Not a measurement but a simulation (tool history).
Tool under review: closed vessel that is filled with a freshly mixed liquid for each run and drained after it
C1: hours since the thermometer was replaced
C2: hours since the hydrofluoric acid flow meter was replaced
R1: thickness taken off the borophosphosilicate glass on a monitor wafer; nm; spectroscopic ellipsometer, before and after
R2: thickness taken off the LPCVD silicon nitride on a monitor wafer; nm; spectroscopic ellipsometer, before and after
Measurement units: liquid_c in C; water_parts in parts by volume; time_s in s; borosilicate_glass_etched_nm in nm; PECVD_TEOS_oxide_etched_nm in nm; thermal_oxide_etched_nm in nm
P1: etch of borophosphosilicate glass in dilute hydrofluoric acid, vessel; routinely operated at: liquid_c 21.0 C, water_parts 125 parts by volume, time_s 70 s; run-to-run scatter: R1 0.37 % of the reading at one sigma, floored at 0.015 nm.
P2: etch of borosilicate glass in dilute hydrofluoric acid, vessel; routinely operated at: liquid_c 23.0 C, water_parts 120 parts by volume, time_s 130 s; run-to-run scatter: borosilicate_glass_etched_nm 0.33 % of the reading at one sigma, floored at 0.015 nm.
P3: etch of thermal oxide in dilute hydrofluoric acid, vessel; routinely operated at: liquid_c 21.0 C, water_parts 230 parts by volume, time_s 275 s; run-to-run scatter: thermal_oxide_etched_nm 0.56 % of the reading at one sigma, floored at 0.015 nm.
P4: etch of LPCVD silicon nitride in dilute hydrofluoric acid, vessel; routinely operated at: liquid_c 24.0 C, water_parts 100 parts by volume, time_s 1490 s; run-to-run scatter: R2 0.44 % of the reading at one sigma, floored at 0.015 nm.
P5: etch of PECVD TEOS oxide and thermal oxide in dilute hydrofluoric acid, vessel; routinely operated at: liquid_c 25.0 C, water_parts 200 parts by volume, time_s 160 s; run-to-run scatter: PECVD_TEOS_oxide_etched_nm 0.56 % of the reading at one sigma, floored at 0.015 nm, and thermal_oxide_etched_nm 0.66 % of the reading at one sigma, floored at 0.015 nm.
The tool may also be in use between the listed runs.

Run 1, hour 18.4: process P1, liquid_c 21.0 C, water_parts 125 parts by volume, time_s 70 s; C1 699.0; C2 515.2. Result: R1 24.115 nm.
Run 2, hour 31.4: process P4, liquid_c 24.0 C, water_parts 100 parts by volume, time_s 2690 s; C1 712.0; C2 528.2. Result: R2 12.9120 nm.
At hour 44.4: hydrofluoric acid flow meter replaced.
Run 3, hour 47.2: process P2, liquid_c 23.0 C, water_parts 165 parts by volume, time_s 130 s; C1 727.8; C2 2.8. Result: borosilicate_glass_etched_nm 31.890 nm.
Run 4, hour 63.3: process P5, liquid_c 25.0 C, water_parts 200 parts by volume, time_s 160 s; C1 743.9; C2 18.9. Result: PECVD_TEOS_oxide_etched_nm 11.2220 nm, thermal_oxide_etched_nm 3.6742 nm.
Run 5, hour 80.4: process P4, liquid_c 24.0 C, water_parts 20 parts by volume, time_s 1490 s; C1 761.0; C2 36.0. Result: R2 33.9730 nm.
Run 6, hour 98.9: process P1, liquid_c 21.0 C, water_parts 75 parts by volume, time_s 130 s; C1 779.5; C2 54.5. Result: R1 79.247 nm.
Run 7, hour 111.6: process P5, liquid_c 25.0 C, water_parts 200 parts by volume, time_s 300 s; C1 792.2; C2 67.2. Result: PECVD_TEOS_oxide_etched_nm 21.2680 nm, thermal_oxide_etched_nm 6.8589 nm.
Run 8, hour 128.5: process P1, liquid_c 21.0 C, water_parts 125 parts by volume, time_s 70 s; C1 809.1; C2 84.1. Result: R1 24.115 nm.
Run 9, hour 140.6: process P1, liquid_c 21.0 C, water_parts 35 parts by volume, time_s 115 s; C1 821.2; C2 96.2. Result: R1 156.590 nm.
Run 10, hour 150.7: process P1, liquid_c 21.0 C, water_parts 45 parts by volume, time_s 70 s; C1 831.3; C2 106.3. Result: R1 73.409 nm.
Run 11, hour 168.1: process P3, liquid_c 21.0 C, water_parts 320 parts by volume, time_s 275 s; C1 848.7; C2 123.7. Result: thermal_oxide_etched_nm 3.0449 nm.
Run 12, hour 176.6: process P4, liquid_c 31.0 C, water_parts 100 parts by volume, time_s 1490 s; C1 857.2; C2 132.2. Result: R2 11.2170 nm.
Run 13, hour 185.5: process P2, liquid_c 23.0 C, water_parts 120 parts by volume, time_s 130 s; C1 866.1; C2 141.1. Result: borosilicate_glass_etched_nm 46.481 nm.
Run 14, hour 194.6: process P5, liquid_c 18.0 C, water_parts 200 parts by volume, time_s 160 s; C1 875.2; C2 150.2. Result: PECVD_TEOS_oxide_etched_nm 8.7293 nm, thermal_oxide_etched_nm 2.8165 nm.
Run 15, hour 205.9: process P2, liquid_c 27.5 C, water_parts 120 parts by volume, time_s 130 s; C1 886.5; C2 161.5. Result: borosilicate_glass_etched_nm 55.243 nm.
Run 16, hour 222.7: process P2, liquid_c 23.0 C, water_parts 120 parts by volume, time_s 30 s; C1 903.3; C2 178.3. Result: borosilicate_glass_etched_nm 10.734 nm.
Run 17, hour 238.1: process P1, liquid_c 21.0 C, water_parts 125 parts by volume, time_s 70 s; C1 918.7; C2 193.7. Result: R1 24.019 nm.
Run 18, hour 252.1: process P2, liquid_c 23.0 C, water_parts 120 parts by volume, time_s 130 s; C1 932.7; C2 207.7. Result: borosilicate_glass_etched_nm 46.337 nm.
Run 19, hour 260.9: process P3, liquid_c 28.5 C, water_parts 230 parts by volume, time_s 275 s; C1 941.5; C2 216.5. Result: thermal_oxide_etched_nm 6.0438 nm.
Run 20, hour 277.6: process P3, liquid_c 21.0 C, water_parts 230 parts by volume, time_s 275 s; C1 958.2; C2 233.2. Result: thermal_oxide_etched_nm 4.6385 nm.
Run 21, hour 289.6: process P1, liquid_c 17.0 C, water_parts 125 parts by volume, time_s 70 s; C1 970.2; C2 245.2. Result: R1 20.305 nm.
Run 22, hour 299.5: process P1, liquid_c 25.0 C, water_parts 125 parts by volume, time_s 70 s; C1 980.1; C2 255.1. Result: R1 28.410 nm.
Run 23, hour 311.9: process P4, liquid_c 24.0 C, water_parts 100 parts by volume, time_s 1490 s; C1 992.5; C2 267.5. Result: R2 7.1955 nm.
Run 24, hour 329.4: process P1, liquid_c 21.0 C, water_parts 195 parts by volume, time_s 70 s; C1 1010.0; C2 285.0. Result: R1 14.393 nm.
Run 25, hour 340.8: process P1, liquid_c 21.0 C, water_parts 125 parts by volume, time_s 70 s; C1 1021.4; C2 296.4. Result: R1 24.143 nm.
Run 26, hour 358.8: process P1, liquid_c 21.0 C, water_parts 125 parts by volume, time_s 110 s; C1 1039.4; C2 314.4. Result: R1 37.632 nm.
Run 27, hour 377.9: process P1, liquid_c 21.0 C, water_parts 125 parts by volume, time_s 30 s; C1 1058.5; C2 333.5. Result: R1 10.268 nm.
Run 28, hour 389.1: process P5, liquid_c 25.0 C, water_parts 60 parts by volume, time_s 160 s; C1 1069.7; C2 344.7. Result: PECVD_TEOS_oxide_etched_nm 44.1570 nm, thermal_oxide_etched_nm 14.6610 nm.
Run 29, hour 401.1: process P3, liquid_c 21.0 C, water_parts 230 parts by volume, time_s 485 s; C1 1081.7; C2 356.7. Result: thermal_oxide_etched_nm 8.1230 nm.
Run 30, hour 414.6: process P1, liquid_c 21.0 C, water_parts 125 parts by volume, time_s 70 s; C1 1095.2; C2 370.2. Result: R1 24.092 nm.
Run 31, hour 431.3: process P1, liquid_c 21.0 C, water_parts 125 parts by volume, time_s 70 s; C1 1111.9; C2 386.9. Result: R1 22.914 nm.
Run 32, hour 447.3: process P1, liquid_c 21.0 C, water_parts 125 parts by volume, time_s 70 s; C1 1127.9; C2 402.9. Result: R1 22.470 nm.
Run 33, hour 462.3: process P1, liquid_c 21.0 C, water_parts 125 parts by volume, time_s 70 s; C1 1142.9; C2 417.9. Result: R1 22.261 nm.
Run 34, hour 475.7: process P1, liquid_c 21.0 C, water_parts 125 parts by volume, time_s 70 s; C1 1156.3; C2 431.3. Result: R1 22.232 nm.
Run 35, hour 490.8: process P1, liquid_c 21.0 C, water_parts 125 parts by volume, time_s 70 s; C1 1171.4; C2 446.4. Result: R1 22.225 nm.
Run 36, hour 504.2: process P1, liquid_c 21.0 C, water_parts 125 parts by volume, time_s 70 s; C1 1184.8; C2 459.8. Result: R1 22.020 nm.

The output of P1 has drifted from where it used to be. Each of the 2 causes below, taken at the size shown beside it, accounts for the log equally well:
A: hydrofluoric acid flow below the setpoint (%) = 7.31
B: liquid colder than its thermometer reads (K) = 2.15
The onset of the drift is placed at about hour 414.6.

Which of the 4 check runs listed below separates the causes, so that each cause would produce a clearly different result? Each run uses one wafer, and its results are marked with question marks.
Run check 1, hour 517.6: process P4, liquid_c 24.0 C, water_parts 100 parts by volume, time_s 1490 s. Result: R2 ?.
Run check 2, hour 517.6: process P5, liquid_c 25.0 C, water_parts 200 parts by volume, time_s 160 s. Result: PECVD_TEOS_oxide_etched_nm ?, thermal_oxide_etched_nm ?.
Run check 3, hour 517.6: process P3, liquid_c 21.0 C, water_parts 230 parts by volume, time_s 275 s. Result: thermal_oxide_etched_nm ?.
Run check 4, hour 517.6: process P2, liquid_c 23.0 C, water_parts 120 parts by volume, time_s 130 s. Result: borosilicate_glass_etched_nm ?.

Predicted outcomes, by check and by cause:
  check                        result     if A     if B
check 1                            R2   6.6312   6.1956
check 2    PECVD_TEOS_oxide_etched_nm  10.3040  10.4450
check 2       thermal_oxide_etched_nm   3.3302   3.3757
check 3       thermal_oxide_etched_nm   4.2254   4.2753
check 4  borosilicate_glass_etched_nm   42.416   42.467
Separation of the two closest causes in each check, using whichever result separates them best: check 1 6.79 %; check 2 1.36 %; check 3 1.18 %; check 4 0.12 %
The other checks would show nearly matching results whichever cause is true, so check 1 is the only one that separates the causes.

Then check 1 was run and gave: R2 6.6497 nm. Which cause is it?

Of the candidate causes, it is A: hydrofluoric acid flow below the setpoint (%).

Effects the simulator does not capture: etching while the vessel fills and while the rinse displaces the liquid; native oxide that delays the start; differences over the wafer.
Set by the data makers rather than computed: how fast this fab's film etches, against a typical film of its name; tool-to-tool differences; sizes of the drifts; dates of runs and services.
